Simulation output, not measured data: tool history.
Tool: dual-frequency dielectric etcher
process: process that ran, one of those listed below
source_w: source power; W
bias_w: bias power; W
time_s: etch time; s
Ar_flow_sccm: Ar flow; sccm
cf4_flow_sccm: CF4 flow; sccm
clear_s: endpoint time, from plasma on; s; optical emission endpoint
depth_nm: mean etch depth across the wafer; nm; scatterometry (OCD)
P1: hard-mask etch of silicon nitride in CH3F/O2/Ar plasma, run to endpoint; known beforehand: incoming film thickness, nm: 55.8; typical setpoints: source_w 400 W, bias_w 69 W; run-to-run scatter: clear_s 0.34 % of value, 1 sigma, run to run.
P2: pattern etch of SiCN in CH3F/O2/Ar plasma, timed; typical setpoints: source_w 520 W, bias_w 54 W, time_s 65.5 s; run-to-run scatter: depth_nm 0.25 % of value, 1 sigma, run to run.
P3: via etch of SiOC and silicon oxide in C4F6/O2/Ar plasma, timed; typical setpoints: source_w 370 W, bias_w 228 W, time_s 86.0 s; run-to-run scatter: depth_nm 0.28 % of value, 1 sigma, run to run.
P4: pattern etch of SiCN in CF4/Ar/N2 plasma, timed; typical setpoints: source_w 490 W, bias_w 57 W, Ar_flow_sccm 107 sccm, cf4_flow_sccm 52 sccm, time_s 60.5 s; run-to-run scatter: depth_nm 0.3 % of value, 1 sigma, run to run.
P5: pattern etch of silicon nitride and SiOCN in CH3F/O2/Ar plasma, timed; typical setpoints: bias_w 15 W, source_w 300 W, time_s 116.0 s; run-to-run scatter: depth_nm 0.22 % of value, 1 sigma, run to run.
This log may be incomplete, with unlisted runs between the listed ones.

run	hour	process	source_w	bias_w	time_s	Ar_flow_sccm	cf4_flow_sccm	hours since the last wet clean	hours since the last source power generator calibration	hours since the last bias power generator calibration	clear_s	depth_nm
1	11.9	P1	400	69				333.1	2024.4	2302.4	83.393	
2	22.2	P2	520	54	65.5			343.4	2034.7	2312.7		24.5290
3	31.1	P1	400	69				352.3	2043.6	2321.6	84.420	
4	41.8	P3	490	228	86.0			363.0	2054.3	2332.3		115.2800
5	49.5	P1	300	69				370.7	2062.0	2340.0	93.786	
6	57.1	P1	520	85				378.3	2069.6	2347.6	70.480	
7	69.6	P4	670	57	60.5	107	52	390.8	2082.1	2360.1		63.0050
8	80.9	P1	400	69				402.1	2093.4	2371.4	84.042	
9	89.5	P1	510	85				410.7	2102.0	2380.0	71.217	
10	98.0	P4	490	57	60.5	107	52	419.2	2110.5	2388.5		47.6980
11	106.4	P5	300	15	116.0			427.6	2118.9	2396.9		11.9940
12	117.5	P4	490	57	60.5	107	52	438.7	2130.0	2408.0		48.0170
13	129.0	P3	370	228	47.5			450.2	2141.5	2419.5		57.1770
14	134.8	P5	300	9	116.0			456.0	2147.3	2425.3		9.8895
15	146.2	P4	490	57	60.5	107	68	467.4	2158.7	2436.7		50.0770
16	157.7	P1	400	43				478.9	2170.2	2448.2	97.152	
17	168.9	P4	490	80	60.5	107	52	490.1	2181.4	2459.4		54.1970
18	177.3	P2	310	54	65.5			498.5	2189.8	2467.8		20.0860
19	183.4	P5	370	15	116.0			504.6	2195.9	2473.9		12.9870
20	195.2	P1	400	83				516.4	2207.7	2485.7	78.238	
21	207.5	P1	400	69				528.7	2220.0	2498.0	83.672	
22	219.8	P2	520	73	65.5			541.0	2232.3	2510.3		27.1930
23	227.9	P2	520	54	93.0			549.1	2240.4	2518.4		34.7880
24	234.9	P1	500	69				556.1	2247.4	2525.4	76.891	
25	242.1	P3	370	140	86.0			563.3	2254.6	2532.6		88.6340
26	248.5	P4	490	57	39.0	107	52	569.7	2261.0	2539.0		30.8350
27	255.7	P5	300	15	164.5			576.9	2268.2	2546.2		17.1050
28	263.3	P3	370	228	86.0			584.5	2275.8	2553.8		103.5000
29	272.6	P4	490	57	60.5	137	52	593.8	2285.1	2563.1		45.5610
30	279.1	P1	400	69				600.3	2291.6	2569.6	83.734	
31	285.8	P1	400	69				607.0	2298.3	2576.3	84.836	
32	293.9	P1	400	69				615.1	2306.4	2584.4	85.016	
33	301.7	P1	400	69				622.9	2314.2	2592.2	85.203	
# hour 308.8: wet clean of the chamber
34	311.1	P1	400	69				2.4	2323.6	2601.6	85.616	
35	317.4	P1	400	69				8.7	2329.9	2607.9	85.199	
36	326.5	P1	400	69				17.8	2339.0	2617.0	84.814	

Compared with where it was, what P1 gives has crept away. Each cause listed below fits the log as well as the rest, at the size given for it:
A: source power that arrives under what is set, % = 4.42
B: bias power that arrives under what is set, % = 4.97
Onset of the creep was near hour 279.1.
The rest of the possible causes, and what rules out each one:
chamber walls in a state that lowers the etch rate, %: serviced at hour 308.8, after the change had begun; the process did not return to its earlier output

Which of the 4 check runs listed below separates the causes, so that each cause would produce a clearly different result? Each run uses one wafer, and its results are marked with question marks.
check 1	335.6	P2	370	54	90.0							?
check 2	335.6	P5	300	10	152.5							?
check 3	335.6	P3	490	141	86.0							?
check 4	335.6	P4	490	57	45.0	107	52					?

Expected result of each check under each candidate cause:
check	result	if A	if B
check 1	depth_nm	29.0400	29.0530
check 2	depth_nm	13.2640	13.2410
check 3	depth_nm	97.3180	97.5760
check 4	depth_nm	34.2560	35.0180
Distance between the nearest two causes, measured in the result of the check that separates them most: check 1 0.04 %; check 2 0.17 %; check 3 0.26 %; check 4 2.2 %
The other checks would show nearly matching results whichever cause is true, so check 4 is the only one that separates the causes.

Check 4 was then run and gave: depth_nm 34.2360 nm. Which cause is it?

The cause is A: source power that arrives under what is set, %.

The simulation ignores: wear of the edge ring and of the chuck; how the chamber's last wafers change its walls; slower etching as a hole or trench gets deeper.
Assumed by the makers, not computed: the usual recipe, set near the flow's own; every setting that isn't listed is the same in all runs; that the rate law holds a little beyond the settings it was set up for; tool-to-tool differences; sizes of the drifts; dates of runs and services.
